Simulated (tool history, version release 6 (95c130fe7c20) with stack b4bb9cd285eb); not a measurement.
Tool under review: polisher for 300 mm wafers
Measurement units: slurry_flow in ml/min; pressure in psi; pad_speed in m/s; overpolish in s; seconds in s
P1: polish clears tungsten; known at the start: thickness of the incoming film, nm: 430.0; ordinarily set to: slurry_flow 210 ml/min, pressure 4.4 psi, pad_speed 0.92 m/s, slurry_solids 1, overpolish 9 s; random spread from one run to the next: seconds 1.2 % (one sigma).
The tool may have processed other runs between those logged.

run	day	slurry_flow	pressure	pad_speed	slurry_solids	overpolish	wafers polished on this pad	hours since the slurry nozzle was cleaned	hours since the head pressure was calibrated	hours since the slurry blender was calibrated	hours since the slurry got fresh peroxide	seconds
1	0.362	210	4.4	0.92	1	9	495	104.5	181	363.4	24.8	81.626
2	0.742	210	4.4	0.92	0.55	9	546	113.6	190.1	372.5	33.9	92.707
3	1.142	210	6.2	0.92	1	9	600	123.2	199.7	382.1	43.5	57.935
4	1.492	210	4.4	0.92	1	5	648	131.6	208.1	390.5	51.9	81.602
5	1.8	305	4.4	0.92	1	9	689	139	215.5	397.9	59.3	77.201
6	2.312	210	3.3	1.14	1	9	759	151.3	227.8	410.2	71.6	89.098
# day 2.754: slurry blender recalibrated
7	2.767	210	2	0.92	1	9	820	162.2	238.7	0.4	82.5	181.88
8	3.038	210	4.4	0.92	1	9	857	168.7	245.2	6.9	89	80.559
9	3.388	125	4.4	0.92	1	9	904	177.1	253.6	15.3	97.4	87.508
10	3.833	210	4.4	0.92	1	9	964	187.8	264.3	26	108.1	79.311
# day 3.875: worn pad replaced by a new one
11	4.254	210	4.4	0.92	1.5	9	51	197.9	274.4	36.1	118.2	73.465
12	4.617	210	4.4	0.92	1	9	100	206.6	283.1	44.8	126.9	81.766
13	5.121	210	4.4	0.92	1	9	168	218.7	295.2	56.9	139	81.312
14	5.483	210	4.4	0.56	1	4	217	227.4	303.9	65.6	147.7	130.9
15	5.838	210	4.4	0.92	1	17	265	235.9	312.4	74.1	156.2	80.503
16	6.117	210	4.4	0.6	1	9	303	242.6	319.1	80.8	162.9	124.25
17	6.408	210	4.4	1.44	1	9	343	249.6	326.1	87.8	169.9	50.785
18	6.704	210	4.4	0.92	1	9	383	256.7	333.2	94.9	177	80.205
19	7.008	210	4.4	0.92	1	9	424	264	340.5	102.2	184.3	84.064
20	7.346	210	4.4	0.92	1	9	469	272.1	348.6	110.3	192.4	86.785
# day 7.4: worn pad replaced by a new one
# day 7.658: slurry blender recalibrated
21	7.675	210	4.4	0.92	1	9	37	280	356.5	0.4	200.3	88.845
# day 7.862: head pressure recalibrated
22	8.021	210	4.4	0.92	1	9	84	288.3	3.8	8.7	208.6	87.272
23	8.346	210	4.4	0.92	1	9	128	296.1	11.6	16.5	216.4	86.706
24	8.579	210	4.4	0.92	1	9	159	301.7	17.2	22.1	222	88.043

What P1 gives has crept off from where it sat before. The 2 causes that follow fit the log equally well, each at the size noted:
A: slurry flow missing at the pad, % = 39
B: peroxide lost from the slurry, % = 18.4
The gradual shift began around day 6.704.
What rules out each remaining cause:
removal rate lost through wear of the pad, %: serviced after onset, at day 7.4, with no recovery of the prior output
head's pressure below its setpoint, %: serviced after onset, at day 7.862, with no recovery of the prior output
abrasive missing from the slurry, %: serviced after onset, at day 7.658, with no recovery of the prior output

You are offered 4 check runs, listed below with question marks in place of their results; each one averages 5 wafers. Which run separates the listed causes by giving clearly different results for each?
check 1	8.812	210	4.4	0.92	1	17						?
check 2	8.812	125	4.4	0.92	0.7	9						?
check 3	8.812	210	4.4	1.38	1	9						?
check 4	8.812	210	2	0.92	1	16						?

Predicted outcomes, by check and by cause:
check	result	if A	if B
check 1	seconds	87.61	87.634
check 2	seconds	108.49	103.52
check 3	seconds	58.407	58.423
check 4	seconds	192.74	192.79
Minimum pairwise separation of causes per check, each pair taken at its best-separating result: check 1 0.03 %; check 2 4.69 %; check 3 0.03 %; check 4 0.03 %
Of the check runs offered, only check 2 discriminates between the causes; the rest would read about the same regardless of which cause applies.

Check 2 has now been run. It gave: seconds 104.3 s. Which of the candidate causes is it?

The cause is B: peroxide lost from the slurry, %.
